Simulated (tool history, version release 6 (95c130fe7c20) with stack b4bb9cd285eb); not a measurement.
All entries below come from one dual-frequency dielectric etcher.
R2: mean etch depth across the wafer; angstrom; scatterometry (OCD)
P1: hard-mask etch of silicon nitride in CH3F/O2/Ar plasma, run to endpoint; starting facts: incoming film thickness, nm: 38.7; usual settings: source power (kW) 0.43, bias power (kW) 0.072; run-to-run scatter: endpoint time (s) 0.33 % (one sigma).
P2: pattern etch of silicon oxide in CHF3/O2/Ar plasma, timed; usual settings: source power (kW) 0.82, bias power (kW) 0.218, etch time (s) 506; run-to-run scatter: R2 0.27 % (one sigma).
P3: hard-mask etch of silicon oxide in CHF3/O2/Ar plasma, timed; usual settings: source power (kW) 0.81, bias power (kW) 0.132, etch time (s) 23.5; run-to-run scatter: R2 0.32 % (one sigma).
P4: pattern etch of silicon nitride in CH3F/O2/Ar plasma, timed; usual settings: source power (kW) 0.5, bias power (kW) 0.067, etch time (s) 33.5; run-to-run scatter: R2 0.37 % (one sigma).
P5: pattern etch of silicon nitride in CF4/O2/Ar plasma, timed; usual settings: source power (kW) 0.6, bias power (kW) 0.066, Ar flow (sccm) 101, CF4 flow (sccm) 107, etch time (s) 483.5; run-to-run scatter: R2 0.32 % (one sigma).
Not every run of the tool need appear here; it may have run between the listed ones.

{"run": 1, "hour": 9.5, "process that ran": "P1", "source power (kW)": 0.43, "bias power (kW)": 0.072, "endpoint time (s)": 53.143}
{"run": 2, "hour": 20.6, "process that ran": "P1", "source power (kW)": 0.43, "bias power (kW)": 0.072, "endpoint time (s)": 53.443}
{"run": 3, "hour": 31.4, "process that ran": "P4", "source power (kW)": 0.5, "bias power (kW)": 0.067, "etch time (s)": 33.5, "R2": 257.23}
{"run": 4, "hour": 39.8, "process that ran": "P1", "source power (kW)": 0.43, "bias power (kW)": 0.072, "endpoint time (s)": 53.553}
{"run": 5, "hour": 46.4, "process that ran": "P1", "source power (kW)": 0.43, "bias power (kW)": 0.052, "endpoint time (s)": 59.282}
{"run": 6, "hour": 59.8, "process that ran": "P3", "source power (kW)": 0.81, "bias power (kW)": 0.132, "etch time (s)": 23.5, "R2": 481.12}
{"run": 7, "hour": 69.0, "process that ran": "P5", "source power (kW)": 0.6, "bias power (kW)": 0.066, "etch time (s)": 483.5, "Ar flow (sccm)": 74, "CF4 flow (sccm)": 107, "R2": 11902}
{"run": 8, "hour": 78.7, "process that ran": "P1", "source power (kW)": 0.43, "bias power (kW)": 0.072, "endpoint time (s)": 53.595}
{"run": 9, "hour": 93.3, "process that ran": "P2", "source power (kW)": 0.82, "bias power (kW)": 0.218, "etch time (s)": 331.5, "R2": 7884.5}
{"run": 10, "hour": 106.2, "process that ran": "P2", "source power (kW)": 0.82, "bias power (kW)": 0.131, "etch time (s)": 506, "R2": 10217}
{"run": 11, "hour": 113.3, "process that ran": "P2", "source power (kW)": 0.82, "bias power (kW)": 0.218, "etch time (s)": 506, "R2": 12045}
{"run": 12, "hour": 123.8, "process that ran": "P1", "source power (kW)": 0.55, "bias power (kW)": 0.072, "endpoint time (s)": 48.342}
{"run": 13, "hour": 130.7, "process that ran": "P4", "source power (kW)": 0.38, "bias power (kW)": 0.067, "etch time (s)": 33.5, "R2": 232.88}
{"run": 14, "hour": 143.4, "process that ran": "P2", "source power (kW)": 0.53, "bias power (kW)": 0.218, "etch time (s)": 506, "R2": 10229}
{"run": 15, "hour": 158.5, "process that ran": "P5", "source power (kW)": 0.6, "bias power (kW)": 0.044, "etch time (s)": 483.5, "Ar flow (sccm)": 101, "CF4 flow (sccm)": 107, "R2": 9995.3}
{"run": 16, "hour": 171.0, "process that ran": "P1", "source power (kW)": 0.43, "bias power (kW)": 0.072, "endpoint time (s)": 53.16}
{"run": 17, "hour": 179.1, "process that ran": "P1", "source power (kW)": 0.31, "bias power (kW)": 0.072, "endpoint time (s)": 60.016}
{"run": 18, "hour": 190.1, "process that ran": "P4", "source power (kW)": 0.5, "bias power (kW)": 0.067, "etch time (s)": 43, "R2": 328.99}
{"run": 19, "hour": 200.1, "process that ran": "P1", "source power (kW)": 0.43, "bias power (kW)": 0.072, "endpoint time (s)": 53.045}
{"run": 20, "hour": 207.9, "process that ran": "P1", "source power (kW)": 0.43, "bias power (kW)": 0.087, "endpoint time (s)": 49.687}
{"run": 21, "hour": 221.9, "process that ran": "P3", "source power (kW)": 0.81, "bias power (kW)": 0.132, "etch time (s)": 16, "R2": 330.03}
{"run": 22, "hour": 230.8, "process that ran": "P5", "source power (kW)": 0.6, "bias power (kW)": 0.066, "etch time (s)": 687.5, "Ar flow (sccm)": 101, "CF4 flow (sccm)": 107, "R2": 16385}
{"run": 23, "hour": 245.7, "process that ran": "P5", "source power (kW)": 0.83, "bias power (kW)": 0.066, "etch time (s)": 483.5, "Ar flow (sccm)": 101, "CF4 flow (sccm)": 107, "R2": 15228}
{"run": 24, "hour": 253.8, "process that ran": "P3", "source power (kW)": 0.81, "bias power (kW)": 0.185, "etch time (s)": 23.5, "R2": 538.12}
{"run": 25, "hour": 265.4, "process that ran": "P2", "source power (kW)": 0.82, "bias power (kW)": 0.218, "etch time (s)": 506, "R2": 12070}
{"run": 26, "hour": 277.2, "process that ran": "P5", "source power (kW)": 0.6, "bias power (kW)": 0.066, "etch time (s)": 483.5, "Ar flow (sccm)": 101, "CF4 flow (sccm)": 76, "R2": 11022}
{"run": 27, "hour": 289.3, "process that ran": "P1", "source power (kW)": 0.31, "bias power (kW)": 0.057, "endpoint time (s)": 65.266}
{"run": 28, "hour": 298.1, "process that ran": "P5", "source power (kW)": 0.6, "bias power (kW)": 0.066, "etch time (s)": 483.5, "Ar flow (sccm)": 101, "CF4 flow (sccm)": 107, "R2": 11471}
{"run": 29, "hour": 312.0, "process that ran": "P4", "source power (kW)": 0.5, "bias power (kW)": 0.049, "etch time (s)": 33.5, "R2": 232.8}
{"run": 30, "hour": 323.6, "process that ran": "P3", "source power (kW)": 0.56, "bias power (kW)": 0.132, "etch time (s)": 23.5, "R2": 418.07}
{"run": 31, "hour": 336.2, "process that ran": "P5", "source power (kW)": 0.6, "bias power (kW)": 0.066, "etch time (s)": 483.5, "Ar flow (sccm)": 101, "CF4 flow (sccm)": 107, "R2": 11532}
{"run": 32, "hour": 346.1, "process that ran": "P1", "source power (kW)": 0.43, "bias power (kW)": 0.072, "endpoint time (s)": 53.289}
{"run": 33, "hour": 353.0, "process that ran": "P1", "source power (kW)": 0.43, "bias power (kW)": 0.072, "endpoint time (s)": 53.214}
{"run": 34, "hour": 362.4, "process that ran": "P1", "source power (kW)": 0.43, "bias power (kW)": 0.072, "endpoint time (s)": 52.769}
{"run": 35, "hour": 374.3, "process that ran": "P1", "source power (kW)": 0.43, "bias power (kW)": 0.072, "endpoint time (s)": 52.873}
{"hour": 383.1, "done": "wet clean of the chamber"}
{"run": 36, "hour": 385.2, "process that ran": "P1", "source power (kW)": 0.43, "bias power (kW)": 0.072, "endpoint time (s)": 52.558}
{"run": 37, "hour": 399.8, "process that ran": "P1", "source power (kW)": 0.43, "bias power (kW)": 0.072, "endpoint time (s)": 52.131}
{"run": 38, "hour": 406.6, "process that ran": "P1", "source power (kW)": 0.43, "bias power (kW)": 0.072, "endpoint time (s)": 52.595}
{"run": 39, "hour": 416.6, "process that ran": "P1", "source power (kW)": 0.43, "bias power (kW)": 0.072, "endpoint time (s)": 52.472}
{"run": 40, "hour": 429.7, "process that ran": "P1", "source power (kW)": 0.43, "bias power (kW)": 0.072, "endpoint time (s)": 52.407}
{"run": 41, "hour": 441.3, "process that ran": "P1", "source power (kW)": 0.43, "bias power (kW)": 0.072, "endpoint time (s)": 52.519}
{"run": 42, "hour": 449.3, "process that ran": "P1", "source power (kW)": 0.43, "bias power (kW)": 0.072, "endpoint time (s)": 52.23}

The output of P1 has drifted from where it used to be. Each of the 2 causes below, taken at the size shown beside it, accounts for the log equally well:
A: source power that arrives over what is set, % = 4.49
B: bias power that arrives over what is set, % = 5
The drift started at roughly hour 346.1.
All other causes, with the reason each is excluded:
chamber walls in a state that raises the etch rate, %: serviced at hour 383.1, after the change had begun; the process did not return to its earlier output

Consider the 4 check runs below, whose results appear as question marks and each of which averages 2 wafers. Which one distinguishes the causes, in that each cause would give it a clearly different result?
{"run": "check 1", "hour": 457.3, "process that ran": "P2", "source power (kW)": 0.58, "bias power (kW)": 0.156, "etch time (s)": 506, "R2": "?"}
{"run": "check 2", "hour": 457.3, "process that ran": "P5", "source power (kW)": 0.82, "bias power (kW)": 0.066, "etch time (s)": 483.5, "Ar flow (sccm)": 76, "CF4 flow (sccm)": 107, "R2": "?"}
{"run": "check 3", "hour": 457.3, "process that ran": "P3", "source power (kW)": 0.57, "bias power (kW)": 0.132, "etch time (s)": 23.5, "R2": "?"}
{"run": "check 4", "hour": 457.3, "process that ran": "P4", "source power (kW)": 0.39, "bias power (kW)": 0.067, "etch time (s)": 33.5, "R2": "?"}

Expected result of each check under each candidate cause:
check=check_1 result=R2 if_A=9601 if_B=9592.4
check=check_2 result=R2 if_A=16204 if_B=15877
check=check_3 result=R2 if_A=428.14 if_B=427.45
check=check_4 result=R2 if_A=238.13 if_B=238.09
Smallest distance between any two causes, each pair judged by its most separating result, in per cent: check 1 0.09 %; check 2 2.04 %; check 3 0.16 %; check 4 0.02 %
Check 2 distinguishes between the causes, while the remaining checks would return nearly the same result for all of them.

The results of check 2 are: R2 16197 angstrom. Based on these, which of the listed causes is it?

It was cause A: source power that arrives over what is set, %.
